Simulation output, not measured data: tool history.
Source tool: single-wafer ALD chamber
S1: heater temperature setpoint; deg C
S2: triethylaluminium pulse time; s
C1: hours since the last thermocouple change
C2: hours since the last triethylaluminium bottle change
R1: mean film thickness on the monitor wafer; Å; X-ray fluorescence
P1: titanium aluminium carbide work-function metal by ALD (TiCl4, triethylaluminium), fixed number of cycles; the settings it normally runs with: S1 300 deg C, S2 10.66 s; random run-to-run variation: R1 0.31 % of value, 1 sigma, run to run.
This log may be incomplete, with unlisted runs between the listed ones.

run 1 hour=6.1 | S1=300 S2=10.66 | C1=246.3 C2=287.1 | R1=19.889
run 2 hour=9.2 | S1=300 S2=10.66 | C1=249.4 C2=290.2 | R1=19.923
run 3 hour=13.2 | S1=279 S2=10.66 | C1=253.4 C2=294.2 | R1=18.149
run 4 hour=19.4 | S1=300 S2=10.66 | C1=259.6 C2=300.4 | R1=19.882
run 5 hour=24.5 | S1=317 S2=15.75 | C1=264.7 C2=305.5 | R1=21.823
run 6 hour=29.2 | S1=288 S2=14.99 | C1=269.4 C2=310.2 | R1=19.275
-- hour=31.1 triethylaluminium bottle replaced
run 7 hour=35.4 | S1=300 S2=3.84 | C1=275.6 C2=4.4 | R1=14.931
run 8 hour=39.9 | S1=300 S2=10.66 | C1=280.1 C2=8.9 | R1=19.889
run 9 hour=45.8 | S1=319 S2=10.66 | C1=286.0 C2=14.8 | R1=21.581
run 10 hour=51.8 | S1=300 S2=17.04 | C1=292.0 C2=20.8 | R1=20.392
run 11 hour=57.0 | S1=300 S2=10.66 | C1=297.2 C2=26.0 | R1=19.869
run 12 hour=63.5 | S1=300 S2=10.66 | C1=303.7 C2=32.5 | R1=19.999
run 13 hour=67.0 | S1=300 S2=10.66 | C1=307.2 C2=36.0 | R1=19.928
run 14 hour=71.2 | S1=300 S2=10.66 | C1=311.4 C2=40.2 | R1=19.645
run 15 hour=75.4 | S1=300 S2=10.66 | C1=315.6 C2=44.4 | R1=19.700
run 16 hour=80.1 | S1=300 S2=10.66 | C1=320.3 C2=49.1 | R1=19.621
run 17 hour=86.6 | S1=300 S2=10.66 | C1=326.8 C2=55.6 | R1=19.565
run 18 hour=91.7 | S1=300 S2=10.66 | C1=331.9 C2=60.7 | R1=19.594
run 19 hour=98.0 | S1=300 S2=10.66 | C1=338.2 C2=67.0 | R1=19.510
run 20 hour=102.8 | S1=300 S2=10.66 | C1=343.0 C2=71.8 | R1=19.474
run 21 hour=109.0 | S1=300 S2=10.66 | C1=349.2 C2=78.0 | R1=19.369
run 22 hour=112.9 | S1=300 S2=10.66 | C1=353.1 C2=81.9 | R1=19.425

What P1 gives has crept off from where it sat before. The 2 causes that follow fit the log equally well, each at the size noted:
A: wafer temperature below the value expected at the setpoint (K) = 5.34
B: triethylaluminium dose below that of a fresh bottle (%) = 17.3
The creep began at about hour 67.0.

The check runs listed below each take one wafer, and their results are still question marks. Under which run would the listed causes lead to clearly different results?
run check 1 hour=116.8 | S1=282 S2=10.66 | R1=?
run check 2 hour=116.8 | S1=318 S2=5.49 | R1=?
run check 3 hour=116.8 | S1=281 S2=10.66 | R1=?
run check 4 hour=116.8 | S1=283 S2=10.66 | R1=?

Outcome of each check run for each possible cause:
check=check_1 result=R1 if_A=17.928 if_B=17.957
check=check_2 result=R1 if_A=18.326 if_B=17.446
check=check_3 result=R1 if_A=17.843 if_B=17.873
check=check_4 result=R1 if_A=18.012 if_B=18.040
Per check, the gap between the least separated pair of causes, taken in the result that splits them most: check 1 0.16 %; check 2 4.92 %; check 3 0.17 %; check 4 0.15 %
The causes can be told apart only by check 2. The other checks would give nearly the same results under each of them.

Check 2 was then run and gave: R1 18.348 Å. Which cause is it?

A is the cause: wafer temperature below the value expected at the setpoint (K).

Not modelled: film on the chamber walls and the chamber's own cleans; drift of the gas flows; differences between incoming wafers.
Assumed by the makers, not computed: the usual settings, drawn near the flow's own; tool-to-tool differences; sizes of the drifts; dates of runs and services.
